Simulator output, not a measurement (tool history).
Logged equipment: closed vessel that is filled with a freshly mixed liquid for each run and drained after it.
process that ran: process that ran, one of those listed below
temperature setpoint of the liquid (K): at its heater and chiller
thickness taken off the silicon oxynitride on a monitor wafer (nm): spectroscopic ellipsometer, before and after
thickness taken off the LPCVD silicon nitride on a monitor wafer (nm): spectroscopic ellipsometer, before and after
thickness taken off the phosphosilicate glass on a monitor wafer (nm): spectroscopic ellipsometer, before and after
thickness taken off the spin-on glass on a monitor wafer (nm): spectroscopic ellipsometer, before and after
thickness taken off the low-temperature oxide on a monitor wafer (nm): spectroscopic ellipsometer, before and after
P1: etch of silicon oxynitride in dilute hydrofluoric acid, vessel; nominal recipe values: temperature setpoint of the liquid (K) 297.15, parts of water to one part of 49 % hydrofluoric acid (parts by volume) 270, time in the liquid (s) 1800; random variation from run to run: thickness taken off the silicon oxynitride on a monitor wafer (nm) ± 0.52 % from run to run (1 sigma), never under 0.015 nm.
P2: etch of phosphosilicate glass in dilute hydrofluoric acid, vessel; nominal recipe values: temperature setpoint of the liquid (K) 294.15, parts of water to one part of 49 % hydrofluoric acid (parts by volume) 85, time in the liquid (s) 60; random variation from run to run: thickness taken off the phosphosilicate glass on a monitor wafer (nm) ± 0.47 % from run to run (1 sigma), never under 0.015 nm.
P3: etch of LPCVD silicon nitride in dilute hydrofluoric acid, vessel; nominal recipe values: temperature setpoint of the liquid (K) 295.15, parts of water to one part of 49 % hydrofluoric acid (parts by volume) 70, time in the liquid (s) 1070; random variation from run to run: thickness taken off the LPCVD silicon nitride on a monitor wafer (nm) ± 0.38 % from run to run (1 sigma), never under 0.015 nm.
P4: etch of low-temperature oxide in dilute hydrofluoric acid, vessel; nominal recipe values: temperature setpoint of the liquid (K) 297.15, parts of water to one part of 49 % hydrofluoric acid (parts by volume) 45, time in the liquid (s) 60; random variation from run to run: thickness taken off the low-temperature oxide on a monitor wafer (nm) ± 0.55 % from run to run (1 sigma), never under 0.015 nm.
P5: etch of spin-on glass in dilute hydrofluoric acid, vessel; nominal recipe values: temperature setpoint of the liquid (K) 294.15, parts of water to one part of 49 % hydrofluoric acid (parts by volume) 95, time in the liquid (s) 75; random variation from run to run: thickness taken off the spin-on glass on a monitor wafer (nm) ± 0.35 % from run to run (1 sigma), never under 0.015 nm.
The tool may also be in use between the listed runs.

| run | day | process that ran | temperature setpoint of the liquid (K) | parts of water to one part of 49 % hydrofluoric acid (parts by volume) | time in the liquid (s) | thickness taken off the silicon oxynitride on a monitor wafer (nm) | thickness taken off the LPCVD silicon nitride on a monitor wafer (nm) | thickness taken off the phosphosilicate glass on a monitor wafer (nm) | thickness taken off the spin-on glass on a monitor wafer (nm) | thickness taken off the low-temperature oxide on a monitor wafer (nm) |
|---|---|---|---|---|---|---|---|---|---|---|
| 1 | 0.283 | P1 | 297.15 | 270 | 1800 | 11.582 |  |  |  |  |
| 2 | 0.825 | P1 | 290.15 | 270 | 1800 | 8.4463 |  |  |  |  |
| 3 | 1.396 | P3 | 295.15 | 70 | 1070 |  | 6.9484 |  |  |  |
| 4 | 1.721 | P1 | 297.15 | 270 | 3350 | 21.441 |  |  |  |  |
| 5 | 2.25 | P2 | 294.15 | 85 | 60 |  |  | 39.263 |  |  |
| 6 | 2.829 | P5 | 294.15 | 95 | 75 |  |  |  | 30.77 |  |
| 7 | 3.329 | P3 | 295.15 | 125 | 1070 |  | 3.9077 |  |  |  |
| 8 | 3.908 | P4 | 297.15 | 80 | 60 |  |  |  |  | 14.942 |
| 9 | 4.346 | P2 | 294.15 | 25 | 60 |  |  | 145.07 |  |  |
| 10 | 4.708 | P1 | 297.15 | 495 | 1800 | 5.4487 |  |  |  |  |
| 11 | 5.242 | P1 | 302.15 | 270 | 1800 | 14.247 |  |  |  |  |
| 12 | 5.583 | P1 | 297.15 | 115 | 2960 | 50.639 |  |  |  |  |
| 13 | 6.15 | P5 | 290.15 | 95 | 75 |  |  |  | 25.954 |  |
| 14 | 6.562 | P4 | 297.15 | 45 | 30 |  |  |  |  | 14.073 |
| 15 | 7.038 | P1 | 297.15 | 270 | 760 | 4.9127 |  |  |  |  |
| 16 | 7.567 | P1 | 297.15 | 270 | 1800 | 11.568 |  |  |  |  |
| 17 | 8.121 | P1 | 291.15 | 365 | 1800 | 6.2261 |  |  |  |  |
| 18 | 8.596 | P2 | 294.15 | 85 | 30 |  |  | 19.791 |  |  |
| 19 | 8.917 | P4 | 292.15 | 45 | 60 |  |  |  |  | 22.538 |
| 20 | 9.208 | P1 | 297.15 | 270 | 1800 | 11.596 |  |  |  |  |
| 21 | 9.596 | P1 | 297.15 | 270 | 1800 | 11.551 |  |  |  |  |
| 22 | 9.888 | P5 | 294.15 | 95 | 75 |  |  |  | 30.863 |  |
| 23 | 10.283 | P3 | 291.15 | 70 | 1070 |  | 5.1765 |  |  |  |
| 24 | 10.846 | P5 | 294.15 | 30 | 75 |  |  |  | 105.37 |  |
| 25 | 11.329 | P2 | 299.15 | 85 | 60 |  |  | 48.483 |  |  |
| 26 | 11.904 | P1 | 297.15 | 270 | 1800 | 11.651 |  |  |  |  |
| 27 | 12.179 | P1 | 297.15 | 45 | 1800 | 83.752 |  |  |  |  |
| 28 | 12.621 | P4 | 297.15 | 45 | 60 |  |  |  |  | 27.826 |
| 29 | 12.921 | P3 | 295.15 | 70 | 2100 |  | 13.538 |  |  |  |
| 30 | 13.296 | P1 | 297.15 | 270 | 1800 | 11.64 |  |  |  |  |
| 31 | 13.688 | P5 | 294.15 | 95 | 135 |  |  |  | 55.031 |  |
| 32 | 14.212 | P1 | 297.15 | 270 | 1800 | 11.671 |  |  |  |  |
| 33 | 14.633 | P1 | 297.15 | 270 | 1800 | 11.943 |  |  |  |  |

Run 34, settings as shown, results not yet in. Your forecast:
| 34 | 15.188 | P1 | 297.15 | 270 | 1800 | ? |  |  |  |  |

thickness taken off the silicon oxynitride on a monitor wafer (nm): 12.238

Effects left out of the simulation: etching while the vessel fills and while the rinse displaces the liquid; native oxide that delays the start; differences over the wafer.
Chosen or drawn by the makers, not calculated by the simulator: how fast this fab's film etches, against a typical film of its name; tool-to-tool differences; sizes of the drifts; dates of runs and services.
